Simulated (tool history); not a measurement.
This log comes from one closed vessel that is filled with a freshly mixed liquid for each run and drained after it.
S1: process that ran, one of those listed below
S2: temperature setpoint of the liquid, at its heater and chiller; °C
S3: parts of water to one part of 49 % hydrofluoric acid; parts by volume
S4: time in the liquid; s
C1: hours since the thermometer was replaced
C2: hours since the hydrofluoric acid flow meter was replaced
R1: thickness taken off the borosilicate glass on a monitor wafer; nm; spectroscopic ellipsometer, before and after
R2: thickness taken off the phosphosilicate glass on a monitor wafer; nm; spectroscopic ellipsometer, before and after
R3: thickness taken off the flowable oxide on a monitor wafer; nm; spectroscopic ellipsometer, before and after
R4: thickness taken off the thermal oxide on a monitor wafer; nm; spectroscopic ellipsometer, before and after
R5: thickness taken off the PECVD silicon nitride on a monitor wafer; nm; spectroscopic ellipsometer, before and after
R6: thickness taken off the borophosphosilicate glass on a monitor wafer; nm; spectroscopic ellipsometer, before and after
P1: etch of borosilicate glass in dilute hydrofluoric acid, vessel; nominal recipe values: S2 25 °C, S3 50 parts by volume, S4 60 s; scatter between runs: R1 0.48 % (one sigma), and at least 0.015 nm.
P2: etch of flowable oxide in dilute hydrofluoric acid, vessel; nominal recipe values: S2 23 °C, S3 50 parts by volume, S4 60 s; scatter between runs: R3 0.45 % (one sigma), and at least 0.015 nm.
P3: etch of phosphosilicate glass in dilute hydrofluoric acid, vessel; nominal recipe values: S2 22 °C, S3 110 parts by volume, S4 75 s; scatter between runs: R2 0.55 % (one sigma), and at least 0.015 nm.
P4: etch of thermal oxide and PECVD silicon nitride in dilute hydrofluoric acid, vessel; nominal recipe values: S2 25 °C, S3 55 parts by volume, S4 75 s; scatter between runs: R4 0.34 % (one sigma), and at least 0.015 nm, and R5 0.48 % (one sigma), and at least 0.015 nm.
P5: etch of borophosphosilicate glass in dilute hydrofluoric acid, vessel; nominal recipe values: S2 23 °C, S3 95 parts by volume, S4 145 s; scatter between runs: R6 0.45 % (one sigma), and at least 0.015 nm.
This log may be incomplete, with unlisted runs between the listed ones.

| run | hour | S1 | S2 | S3 | S4 | C1 | C2 | R1 | R2 | R3 | R4 | R5 | R6 |
|---|---|---|---|---|---|---|---|---|---|---|---|---|---|
| 1 | 3.9 | P1 | 25 | 50 | 60 | 396.5 | 521.3 | 28.938 |  |  |  |  |  |
| 2 | 9.2 | P3 | 30.5 | 110 | 75 | 401.8 | 526.6 |  | 51.17 |  |  |  |  |
| 3 | 14.3 | P1 | 25 | 50 | 110 | 406.9 | 531.7 | 52.804 |  |  |  |  |  |
| 4 | 17.1 | P1 | 28 | 20 | 60 | 409.7 | 534.5 | 86.054 |  |  |  |  |  |
| 5 | 20.9 | P1 | 25 | 70 | 60 | 413.5 | 538.3 | 20.052 |  |  |  |  |  |
| 6 | 26.8 | P2 | 23 | 50 | 60 | 419.4 | 544.2 |  |  | 28.547 |  |  |  |
| 7 | 30.9 | P3 | 22 | 30 | 75 | 423.5 | 548.3 |  | 150.85 |  |  |  |  |
| 8 | 35.3 | P1 | 25 | 50 | 60 | 427.9 | 552.7 | 29.14 |  |  |  |  |  |
| 9 | 38.6 | P1 | 25 | 30 | 60 | 431.2 | 556 | 49.663 |  |  |  |  |  |
| 10 | 43.7 | P1 | 25 | 50 | 60 | 436.3 | 561.1 | 29.12 |  |  |  |  |  |
| 11 | 50.1 | P1 | 32.5 | 50 | 85 | 442.7 | 567.5 | 54.972 |  |  |  |  |  |
| 12 | 56.1 | P4 | 25 | 85 | 75 | 448.7 | 573.5 |  |  |  | 4.7183 | 3.5654 |  |
| 13 | 59.2 | P1 | 29.5 | 50 | 60 | 451.8 | 576.6 | 34.843 |  |  |  |  |  |
| 14 | 62.4 | P1 | 25 | 50 | 30 | 455 | 579.8 | 14.472 |  |  |  |  |  |
| 15 | 65.8 | P2 | 17.5 | 50 | 60 | 458.4 | 583.2 |  |  | 22.76 |  |  |  |
| 16 | 69 | P2 | 23 | 50 | 30 | 461.6 | 586.4 |  |  | 14.292 |  |  |  |
| 17 | 72.3 | P1 | 25 | 50 | 60 | 464.9 | 589.7 | 29.14 |  |  |  |  |  |
| 18 | 75.1 | P5 | 23 | 20 | 145 | 467.7 | 592.5 |  |  |  |  |  | 257.7 |
| 19 | 79.7 | P1 | 25 | 50 | 60 | 472.3 | 597.1 | 29.413 |  |  |  |  |  |
| 20 | 84.6 | P1 | 17 | 50 | 60 | 477.2 | 602 | 20.701 |  |  |  |  |  |
| 21 | 90 | P4 | 25 | 55 | 75 | 482.6 | 607.4 |  |  |  | 7.5839 | 5.3797 |  |
| 22 | 96 | P2 | 23 | 70 | 60 | 488.6 | 613.4 |  |  | 20.014 |  |  |  |
| 23 | 100.4 | P4 | 25 | 55 | 30 | 493 | 617.8 |  |  |  | 3.0162 | 2.1605 |  |
| 24 | 106 | P5 | 23 | 95 | 65 | 498.6 | 623.4 |  |  |  |  |  | 22.11 |
| 25 | 109.3 | P4 | 17 | 55 | 75 | 501.9 | 626.7 |  |  |  | 5.4359 | 3.127 |  |
| 26 | 113.9 | P1 | 25 | 70 | 30 | 506.5 | 631.3 | 10.164 |  |  |  |  |  |
| 27 | 117.8 | P5 | 23 | 95 | 145 | 510.4 | 635.2 |  |  |  |  |  | 49.777 |
| 28 | 123.6 | P5 | 29.5 | 95 | 145 | 516.2 | 641 |  |  |  |  |  | 63.399 |
| 29 | 128 | P3 | 22 | 110 | 75 | 520.6 | 645.4 |  | 37.016 |  |  |  |  |
| 30 | 131 | P1 | 25 | 50 | 60 | 523.6 | 648.4 | 28.802 |  |  |  |  |  |

What does the tool deliver on the next run?
| 31 | 137.2 | P3 | 22 | 110 | 145 | 529.8 | 654.6 |  | ? |  |  |  |  |

For run 31 the tool returned R2 71.359 nm.

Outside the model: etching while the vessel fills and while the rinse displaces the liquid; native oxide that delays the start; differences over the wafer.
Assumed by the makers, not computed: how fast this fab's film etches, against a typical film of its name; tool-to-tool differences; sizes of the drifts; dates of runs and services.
